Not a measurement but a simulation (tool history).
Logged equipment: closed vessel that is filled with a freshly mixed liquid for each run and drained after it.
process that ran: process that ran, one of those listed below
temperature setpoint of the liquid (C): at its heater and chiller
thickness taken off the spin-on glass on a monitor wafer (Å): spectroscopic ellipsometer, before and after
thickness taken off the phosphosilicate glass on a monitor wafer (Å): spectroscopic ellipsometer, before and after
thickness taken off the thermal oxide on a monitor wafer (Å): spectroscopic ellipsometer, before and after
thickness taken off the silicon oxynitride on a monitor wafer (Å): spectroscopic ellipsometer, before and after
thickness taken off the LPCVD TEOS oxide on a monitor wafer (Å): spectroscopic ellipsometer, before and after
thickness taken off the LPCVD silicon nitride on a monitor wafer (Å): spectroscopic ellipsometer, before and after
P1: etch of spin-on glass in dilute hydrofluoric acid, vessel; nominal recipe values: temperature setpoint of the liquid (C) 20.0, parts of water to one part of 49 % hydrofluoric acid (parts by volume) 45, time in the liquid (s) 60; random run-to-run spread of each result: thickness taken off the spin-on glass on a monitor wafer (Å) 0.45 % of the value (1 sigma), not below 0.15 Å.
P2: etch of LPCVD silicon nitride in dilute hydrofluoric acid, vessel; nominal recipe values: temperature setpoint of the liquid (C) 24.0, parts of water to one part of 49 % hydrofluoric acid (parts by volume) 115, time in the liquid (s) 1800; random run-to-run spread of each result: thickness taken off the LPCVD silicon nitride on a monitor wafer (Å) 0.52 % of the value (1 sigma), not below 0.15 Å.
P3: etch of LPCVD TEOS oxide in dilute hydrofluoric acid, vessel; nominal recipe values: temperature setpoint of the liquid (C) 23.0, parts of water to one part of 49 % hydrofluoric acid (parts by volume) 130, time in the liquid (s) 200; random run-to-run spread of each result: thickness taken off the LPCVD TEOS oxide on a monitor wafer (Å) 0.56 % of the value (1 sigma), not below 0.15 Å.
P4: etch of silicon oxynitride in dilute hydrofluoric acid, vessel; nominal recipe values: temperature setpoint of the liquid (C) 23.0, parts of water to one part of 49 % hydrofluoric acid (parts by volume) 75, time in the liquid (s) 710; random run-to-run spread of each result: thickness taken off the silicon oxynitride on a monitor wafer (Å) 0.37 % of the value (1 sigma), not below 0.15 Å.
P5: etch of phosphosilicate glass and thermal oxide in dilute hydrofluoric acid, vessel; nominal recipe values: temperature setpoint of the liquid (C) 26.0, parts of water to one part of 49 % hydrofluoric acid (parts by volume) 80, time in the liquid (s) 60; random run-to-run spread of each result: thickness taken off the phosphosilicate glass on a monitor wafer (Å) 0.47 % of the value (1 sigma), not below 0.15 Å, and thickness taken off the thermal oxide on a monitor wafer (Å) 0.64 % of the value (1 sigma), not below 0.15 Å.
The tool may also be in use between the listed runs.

| run | hour | process that ran | temperature setpoint of the liquid (C) | parts of water to one part of 49 % hydrofluoric acid (parts by volume) | time in the liquid (s) | thickness taken off the spin-on glass on a monitor wafer (Å) | thickness taken off the phosphosilicate glass on a monitor wafer (Å) | thickness taken off the thermal oxide on a monitor wafer (Å) | thickness taken off the silicon oxynitride on a monitor wafer (Å) | thickness taken off the LPCVD TEOS oxide on a monitor wafer (Å) | thickness taken off the LPCVD silicon nitride on a monitor wafer (Å) |
|---|---|---|---|---|---|---|---|---|---|---|---|
| 1 | 3.3 | P1 | 20.0 | 45 | 60 | 480.61 |  |  |  |  |  |
| 2 | 7.1 | P5 | 26.0 | 20 | 60 |  | 5478.1 | 169.900 |  |  |  |
| 3 | 11.3 | P1 | 24.5 | 45 | 60 | 584.08 |  |  |  |  |  |
| 4 | 14.5 | P4 | 23.0 | 75 | 710 |  |  |  | 451.54 |  |  |
| 5 | 17.6 | P3 | 23.0 | 130 | 200 |  |  |  |  | 333.300 |  |
| 6 | 21.0 | P4 | 23.0 | 75 | 245 |  |  |  | 156.52 |  |  |
| 7 | 24.1 | P3 | 23.0 | 30 | 200 |  |  |  |  | 1621.700 |  |
| 8 | 26.3 | P4 | 31.0 | 75 | 710 |  |  |  | 654.34 |  |  |
| 9 | 30.0 | P1 | 20.0 | 75 | 35 | 163.46 |  |  |  |  |  |
| 10 | 32.9 | P2 | 17.5 | 115 | 1800 |  |  |  |  |  | 51.740 |
| 11 | 35.1 | P1 | 20.0 | 45 | 30 | 242.91 |  |  |  |  |  |
| 12 | 39.6 | P1 | 20.0 | 45 | 115 | 921.27 |  |  |  |  |  |
| 13 | 42.7 | P2 | 24.0 | 115 | 470 |  |  |  |  |  | 20.867 |
| 14 | 47.3 | P4 | 23.0 | 110 | 710 |  |  |  | 299.68 |  |  |
| 15 | 50.9 | P1 | 20.0 | 75 | 60 | 281.73 |  |  |  |  |  |
| 16 | 53.9 | P5 | 21.5 | 80 | 60 |  | 1053.6 | 32.514 |  |  |  |
| 17 | 56.0 | P1 | 20.0 | 45 | 60 | 482.06 |  |  |  |  |  |
| 18 | 60.1 | P2 | 24.0 | 195 | 1800 |  |  |  |  |  | 46.876 |
| 19 | 64.2 | P1 | 17.0 | 45 | 60 | 426.23 |  |  |  |  |  |
| 20 | 67.4 | P1 | 20.0 | 20 | 60 | 1119.10 |  |  |  |  |  |
| 21 | 71.6 | P3 | 23.0 | 130 | 30 |  |  |  |  | 49.906 |  |
| 22 | 74.8 | P1 | 20.0 | 45 | 60 | 485.09 |  |  |  |  |  |

Estimate the outcome of run 23 from the log above:
| 23 | 78.0 | P3 | 31.0 | 130 | 200 |  |  |  |  | ? |  |

thickness taken off the LPCVD TEOS oxide on a monitor wafer (Å): 447.740
